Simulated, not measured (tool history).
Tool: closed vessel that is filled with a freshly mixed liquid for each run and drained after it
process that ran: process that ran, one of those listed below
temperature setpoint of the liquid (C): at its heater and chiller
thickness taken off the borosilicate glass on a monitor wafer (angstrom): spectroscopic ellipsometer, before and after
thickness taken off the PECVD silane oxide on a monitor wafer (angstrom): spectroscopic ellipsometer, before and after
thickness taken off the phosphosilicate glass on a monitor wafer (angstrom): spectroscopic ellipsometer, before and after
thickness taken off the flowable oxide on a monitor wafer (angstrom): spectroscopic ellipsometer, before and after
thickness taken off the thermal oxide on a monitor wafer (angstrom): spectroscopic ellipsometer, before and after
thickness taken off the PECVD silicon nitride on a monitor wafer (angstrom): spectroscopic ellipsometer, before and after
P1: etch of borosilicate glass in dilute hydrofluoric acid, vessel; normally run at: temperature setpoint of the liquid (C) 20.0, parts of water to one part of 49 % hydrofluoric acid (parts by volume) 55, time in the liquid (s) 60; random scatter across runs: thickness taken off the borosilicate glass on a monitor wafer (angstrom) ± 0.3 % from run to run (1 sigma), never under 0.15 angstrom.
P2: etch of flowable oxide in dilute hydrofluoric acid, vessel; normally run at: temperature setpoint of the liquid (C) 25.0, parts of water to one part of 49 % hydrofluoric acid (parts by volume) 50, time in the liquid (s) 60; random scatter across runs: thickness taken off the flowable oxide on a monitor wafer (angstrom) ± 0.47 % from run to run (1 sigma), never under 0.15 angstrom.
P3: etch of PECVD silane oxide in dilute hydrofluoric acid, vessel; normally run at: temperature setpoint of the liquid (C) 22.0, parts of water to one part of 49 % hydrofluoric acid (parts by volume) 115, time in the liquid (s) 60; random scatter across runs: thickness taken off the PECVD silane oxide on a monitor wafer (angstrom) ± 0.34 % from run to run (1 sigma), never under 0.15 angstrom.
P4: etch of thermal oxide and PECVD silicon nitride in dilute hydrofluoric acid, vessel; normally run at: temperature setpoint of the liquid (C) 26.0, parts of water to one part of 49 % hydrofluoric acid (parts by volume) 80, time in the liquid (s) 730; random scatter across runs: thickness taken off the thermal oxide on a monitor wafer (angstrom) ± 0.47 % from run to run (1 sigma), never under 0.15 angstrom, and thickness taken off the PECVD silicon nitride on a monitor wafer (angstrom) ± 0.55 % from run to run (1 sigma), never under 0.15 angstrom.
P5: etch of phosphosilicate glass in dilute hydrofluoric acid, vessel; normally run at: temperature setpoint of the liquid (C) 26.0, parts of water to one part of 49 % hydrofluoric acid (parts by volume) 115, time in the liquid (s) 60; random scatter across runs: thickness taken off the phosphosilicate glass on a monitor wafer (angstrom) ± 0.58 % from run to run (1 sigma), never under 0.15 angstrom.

| run | hour | process that ran | temperature setpoint of the liquid (C) | parts of water to one part of 49 % hydrofluoric acid (parts by volume) | time in the liquid (s) | thickness taken off the borosilicate glass on a monitor wafer (angstrom) | thickness taken off the PECVD silane oxide on a monitor wafer (angstrom) | thickness taken off the phosphosilicate glass on a monitor wafer (angstrom) | thickness taken off the flowable oxide on a monitor wafer (angstrom) | thickness taken off the thermal oxide on a monitor wafer (angstrom) | thickness taken off the PECVD silicon nitride on a monitor wafer (angstrom) |
|---|---|---|---|---|---|---|---|---|---|---|---|
| 1 | 13.4 | P1 | 20.0 | 55 | 60 | 301.330 |  |  |  |  |  |
| 2 | 24.3 | P3 | 22.0 | 115 | 60 |  | 129.490 |  |  |  |  |
| 3 | 34.7 | P5 | 26.0 | 115 | 60 |  |  | 560.47 |  |  |  |
| 4 | 43.0 | P5 | 17.5 | 115 | 60 |  |  | 399.92 |  |  |  |
| 5 | 50.9 | P3 | 22.0 | 115 | 30 |  | 64.781 |  |  |  |  |
| 6 | 63.2 | P2 | 25.0 | 50 | 60 |  |  |  | 376.50 |  |  |
| 7 | 75.5 | P4 | 26.0 | 45 | 730 |  |  |  |  | 874.81 | 1033.40 |
| 8 | 83.2 | P1 | 20.0 | 55 | 60 | 303.400 |  |  |  |  |  |
| 9 | 91.7 | P5 | 26.0 | 25 | 60 |  |  | 2932.80 |  |  |  |
| 10 | 106.3 | P1 | 20.0 | 55 | 60 | 300.870 |  |  |  |  |  |
| 11 | 117.9 | P1 | 20.0 | 55 | 30 | 151.880 |  |  |  |  |  |
| 12 | 124.8 | P2 | 17.0 | 50 | 60 |  |  |  | 267.88 |  |  |
|  | 126.5 | thermometer replaced |
| 13 | 137.5 | P1 | 20.0 | 85 | 30 | 94.201 |  |  |  |  |  |
| 14 | 146.0 | P1 | 28.0 | 55 | 60 | 418.840 |  |  |  |  |  |
| 15 | 159.2 | P1 | 20.0 | 55 | 110 | 556.370 |  |  |  |  |  |
| 16 | 167.7 | P3 | 22.0 | 195 | 60 |  | 69.835 |  |  |  |  |
| 17 | 177.5 | P1 | 20.0 | 20 | 60 | 871.400 |  |  |  |  |  |
| 18 | 188.6 | P1 | 20.0 | 55 | 60 | 303.760 |  |  |  |  |  |
| 19 | 197.2 | P5 | 26.0 | 115 | 60 |  |  | 566.75 |  |  |  |
| 20 | 206.3 | P3 | 17.0 | 115 | 60 |  | 105.730 |  |  |  |  |
| 21 | 220.4 | P4 | 26.0 | 80 | 1240 |  |  |  |  | 793.98 | 1004.10 |
| 22 | 234.8 | P1 | 20.0 | 55 | 60 | 301.100 |  |  |  |  |  |
| 23 | 241.8 | P1 | 20.0 | 95 | 60 | 167.840 |  |  |  |  |  |
| 24 | 254.8 | P2 | 25.0 | 50 | 115 |  |  |  | 720.87 |  |  |
| 25 | 269.1 | P2 | 25.0 | 50 | 60 |  |  |  | 375.84 |  |  |
| 26 | 279.9 | P4 | 26.0 | 80 | 730 |  |  |  |  | 469.01 | 590.55 |
| 27 | 291.1 | P5 | 26.0 | 115 | 35 |  |  | 331.27 |  |  |  |
| 28 | 306.5 | P1 | 20.0 | 55 | 60 | 302.710 |  |  |  |  |  |

Run 29 has not been measured yet. What should we expect?
| 29 | 317.9 | P1 | 17.0 | 55 | 60 | ? |  |  |  |  |  |

thickness taken off the borosilicate glass on a monitor wafer (angstrom): 265.100
